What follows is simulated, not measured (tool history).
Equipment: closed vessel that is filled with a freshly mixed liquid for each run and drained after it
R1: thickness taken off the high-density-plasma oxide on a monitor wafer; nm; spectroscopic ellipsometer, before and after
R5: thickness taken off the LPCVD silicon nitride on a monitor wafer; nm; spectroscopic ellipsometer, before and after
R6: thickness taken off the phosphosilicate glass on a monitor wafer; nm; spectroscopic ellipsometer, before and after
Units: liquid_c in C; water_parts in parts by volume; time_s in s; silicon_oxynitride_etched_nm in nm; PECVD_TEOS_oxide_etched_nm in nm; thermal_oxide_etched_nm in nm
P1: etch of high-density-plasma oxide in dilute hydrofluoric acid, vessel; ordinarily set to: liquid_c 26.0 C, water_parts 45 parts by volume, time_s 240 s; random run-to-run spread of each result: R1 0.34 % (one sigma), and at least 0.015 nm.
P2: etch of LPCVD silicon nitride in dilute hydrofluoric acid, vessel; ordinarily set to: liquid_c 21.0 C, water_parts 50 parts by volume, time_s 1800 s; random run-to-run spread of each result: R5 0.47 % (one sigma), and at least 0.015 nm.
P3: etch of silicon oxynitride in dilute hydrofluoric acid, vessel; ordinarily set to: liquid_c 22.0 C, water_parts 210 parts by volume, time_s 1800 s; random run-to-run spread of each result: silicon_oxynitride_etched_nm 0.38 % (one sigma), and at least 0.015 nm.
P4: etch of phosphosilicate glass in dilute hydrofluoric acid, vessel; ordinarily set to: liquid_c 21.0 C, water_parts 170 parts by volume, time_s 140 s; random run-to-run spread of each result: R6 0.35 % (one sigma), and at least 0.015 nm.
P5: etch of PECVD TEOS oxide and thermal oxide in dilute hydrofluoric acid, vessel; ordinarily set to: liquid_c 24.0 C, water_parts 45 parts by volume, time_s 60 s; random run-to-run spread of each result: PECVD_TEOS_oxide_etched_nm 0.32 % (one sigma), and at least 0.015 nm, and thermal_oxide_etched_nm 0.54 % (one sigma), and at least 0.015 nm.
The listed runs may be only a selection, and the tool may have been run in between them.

{"run": 1, "hour": 3.4, "process": "P1", "liquid_c": 26.0, "water_parts": 45, "time_s": 240, "R1": 32.967}
{"run": 2, "hour": 8.9, "process": "P1", "liquid_c": 26.0, "water_parts": 70, "time_s": 105, "R1": 8.9673}
{"run": 3, "hour": 12.7, "process": "P3", "liquid_c": 22.0, "water_parts": 210, "time_s": 850, "silicon_oxynitride_etched_nm": 4.7598}
{"run": 4, "hour": 18.8, "process": "P5", "liquid_c": 31.5, "water_parts": 45, "time_s": 60, "PECVD_TEOS_oxide_etched_nm": 38.469, "thermal_oxide_etched_nm": 9.2726}
{"run": 5, "hour": 24.3, "process": "P1", "liquid_c": 19.0, "water_parts": 45, "time_s": 240, "R1": 24.662}
{"run": 6, "hour": 30.2, "process": "P1", "liquid_c": 26.0, "water_parts": 70, "time_s": 50, "R1": 4.2549}
{"run": 7, "hour": 35.0, "process": "P2", "liquid_c": 27.5, "water_parts": 50, "time_s": 1800, "R5": 21.86}
{"run": 8, "hour": 41.1, "process": "P2", "liquid_c": 21.0, "water_parts": 25, "time_s": 1800, "R5": 27.484}
{"run": 9, "hour": 46.1, "process": "P2", "liquid_c": 21.0, "water_parts": 50, "time_s": 1800, "R5": 13.919}
{"run": 10, "hour": 52.7, "process": "P1", "liquid_c": 26.0, "water_parts": 45, "time_s": 30, "R1": 4.0847}
{"run": 11, "hour": 56.5, "process": "P1", "liquid_c": 26.0, "water_parts": 45, "time_s": 240, "R1": 33.03}
{"run": 12, "hour": 61.2, "process": "P5", "liquid_c": 24.0, "water_parts": 20, "time_s": 60, "PECVD_TEOS_oxide_etched_nm": 65.594, "thermal_oxide_etched_nm": 16.062}
{"run": 13, "hour": 65.8, "process": "P4", "liquid_c": 17.0, "water_parts": 170, "time_s": 140, "R6": 39.452}
{"run": 14, "hour": 70.1, "process": "P4", "liquid_c": 21.0, "water_parts": 170, "time_s": 30, "R6": 9.9433}
{"run": 15, "hour": 73.0, "process": "P4", "liquid_c": 21.0, "water_parts": 170, "time_s": 140, "R6": 46.25}
{"run": 16, "hour": 77.4, "process": "P2", "liquid_c": 21.0, "water_parts": 50, "time_s": 1800, "R5": 14.05}
{"run": 17, "hour": 81.3, "process": "P5", "liquid_c": 24.0, "water_parts": 45, "time_s": 60, "PECVD_TEOS_oxide_etched_nm": 28.341, "thermal_oxide_etched_nm": 6.9116}
{"run": 18, "hour": 87.4, "process": "P2", "liquid_c": 21.0, "water_parts": 50, "time_s": 980, "R5": 7.6219}
{"run": 19, "hour": 91.3, "process": "P3", "liquid_c": 22.0, "water_parts": 40, "time_s": 1800, "silicon_oxynitride_etched_nm": 60.652}
{"run": 20, "hour": 94.5, "process": "P3", "liquid_c": 22.0, "water_parts": 210, "time_s": 1800, "silicon_oxynitride_etched_nm": 10.113}
{"run": 21, "hour": 101.1, "process": "P1", "liquid_c": 26.0, "water_parts": 45, "time_s": 240, "R1": 33.043}
{"run": 22, "hour": 106.4, "process": "P4", "liquid_c": 21.0, "water_parts": 170, "time_s": 140, "R6": 46.045}
{"run": 23, "hour": 112.6, "process": "P1", "liquid_c": 26.0, "water_parts": 75, "time_s": 240, "R1": 18.919}
{"run": 24, "hour": 116.5, "process": "P1", "liquid_c": 32.0, "water_parts": 45, "time_s": 240, "R1": 41.939}

What does the tool deliver on the next run?
{"run": 25, "hour": 120.2, "process": "P1", "liquid_c": 26.0, "water_parts": 45, "time_s": 240, "R1": "?"}

R1: 32.8240 nm
